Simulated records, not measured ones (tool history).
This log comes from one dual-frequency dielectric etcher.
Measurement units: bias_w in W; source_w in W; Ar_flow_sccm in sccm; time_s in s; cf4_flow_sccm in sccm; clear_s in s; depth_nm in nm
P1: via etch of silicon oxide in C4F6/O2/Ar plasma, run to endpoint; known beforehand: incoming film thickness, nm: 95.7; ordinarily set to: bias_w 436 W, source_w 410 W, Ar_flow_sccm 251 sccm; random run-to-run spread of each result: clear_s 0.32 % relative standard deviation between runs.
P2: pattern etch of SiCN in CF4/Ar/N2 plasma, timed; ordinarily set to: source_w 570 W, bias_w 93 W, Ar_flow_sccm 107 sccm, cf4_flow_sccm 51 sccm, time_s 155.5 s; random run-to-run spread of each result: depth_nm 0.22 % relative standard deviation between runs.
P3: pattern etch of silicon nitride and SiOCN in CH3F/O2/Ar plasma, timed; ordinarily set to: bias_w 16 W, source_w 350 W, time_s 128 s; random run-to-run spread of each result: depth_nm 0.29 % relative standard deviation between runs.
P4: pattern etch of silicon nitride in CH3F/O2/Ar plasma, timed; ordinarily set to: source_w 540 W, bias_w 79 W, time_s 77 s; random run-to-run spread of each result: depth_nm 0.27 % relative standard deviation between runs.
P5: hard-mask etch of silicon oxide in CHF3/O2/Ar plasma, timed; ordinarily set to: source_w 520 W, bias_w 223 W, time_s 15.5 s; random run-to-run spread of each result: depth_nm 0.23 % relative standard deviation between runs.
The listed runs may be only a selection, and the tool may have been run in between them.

run   hour  process  bias_w  source_w  Ar_flow_sccm  time_s  cf4_flow_sccm  clear_s  depth_nm
  1    3.9       P1     436       410           251                           21.28
  2    7.4       P1     436       410           251                          21.283
  3   10.8       P4      79       540                    77                            62.018
  4   14.9       P1     436       410           344                          22.025
      17.6  -- bias power generator calibrated
  5   19.5       P4      79       540                    77                            61.845
  6   24.3       P1     517       500           251                          18.609
  7   28.8       P5     223       420                  15.5                            28.795
  8   33.6       P2      93       570           107   210.5             51             232.57
      33.8  -- Ar flow controller replaced
  9   39.3       P1     436       410           203                          20.809
 10   44.9       P5     223       520                  15.5                            31.273
 11     49       P2      93       570           107   155.5             51             171.81
 12   52.2       P4      79       430                    77                            56.757
 13   57.3       P4     112       540                    77                            69.995
 14   60.4       P2     130       570           107   155.5             51             194.76
 15     66       P2      93       370           107   155.5             51             117.85
 16   69.6       P3      16       470                   128                            15.451
 17   73.8       P3      16       350                   128                            13.866
 18   77.6       P3      16       350                    78                            8.4311
 19   81.7       P3      11       350                   128                            11.977
 20   84.6       P5     223       520                  11.5                            23.163
 21   90.3       P5     155       520                  15.5                             27.53
 22   93.4       P1     255       410           251                          25.662
 23   96.5       P2      93       570           107   155.5             36             161.67
 24    102       P1     436       500           251                          19.775
 25    107       P1     436       300           251                          23.848
 26  111.4       P1     436       410           251                          21.195
 27  115.9       P4      79       540                  42.5                            34.068
 28  118.5       P2      93       570           142   155.5             51             163.97
 29  124.3       P1     436       410           251                          21.442
 30  128.2       P1     615       410           251                          18.745
 31  131.1       P5     223       520                  15.5                            31.161
 32  135.2       P1     436       410           251                          21.209
 33  139.1       P1     436       410           251                          21.079
 34  144.4       P1     436       410           251                          21.186
 35  149.8       P1     436       410           251                          21.035
     153.2  -- wet clean of the chamber
 36  153.9       P1     436       410           251                          20.939
     156.4  -- Ar flow controller replaced
 37  157.6       P1     436       410           251                          20.933
 38  163.2       P1     436       410           251                          21.039
 39  167.5       P1     436       410           251                          20.934
 40  171.4       P1     436       410           251                          21.037
 41  175.1       P1     436       410           251                          20.977
 42  180.1       P1     436       410           251                          20.867

Compared with where it was, what P1 gives has crept away. Each cause listed below fits the log as well as the rest, at the size given for it:
A: source power that arrives over what is set, % = 4.35
B: bias power that arrives over what is set, % = 4.4
The gradual shift began around hour 135.2.
Every other cause this tool's parts could produce, and why it does not fit the log:
chamber walls in a state that raises the etch rate, %: serviced after onset, at hour 153.2, with no recovery of the prior output
Ar flow that arrives under what is set, %: serviced after onset, at hour 156.4, with no recovery of the prior output

Of the 4 check runs listed below, each run on one wafer and each result written as a question mark, which would let you distinguish the listed causes because they would give clearly different results?
check 1  185.1       P4      79       540                    77                                 ?
check 2  185.1       P5     223       520                  15.5                                 ?
check 3  185.1       P2      93       570           107   155.5             51                  ?
check 4  185.1       P3      16       350                   128                                 ?

If the cause were each of the candidates in turn, the checks would give the following:
  check    result    if A    if B
check 1  depth_nm  62.885  62.798
check 2  depth_nm  31.719  31.694
check 3  depth_nm  177.56  173.96
check 4  depth_nm  14.061  14.102
How far apart the two closest causes lie, in the result that separates them most: check 1 0.14 %; check 2 0.08 %; check 3 2.05 %; check 4 0.29 %
Of the check runs offered, only check 3 discriminates between the causes; the rest would read about the same regardless of which cause applies.

Check 3 was then run and gave: depth_nm 177.15 nm. Which cause is it?

Of the candidate causes, it is A: source power that arrives over what is set, %.

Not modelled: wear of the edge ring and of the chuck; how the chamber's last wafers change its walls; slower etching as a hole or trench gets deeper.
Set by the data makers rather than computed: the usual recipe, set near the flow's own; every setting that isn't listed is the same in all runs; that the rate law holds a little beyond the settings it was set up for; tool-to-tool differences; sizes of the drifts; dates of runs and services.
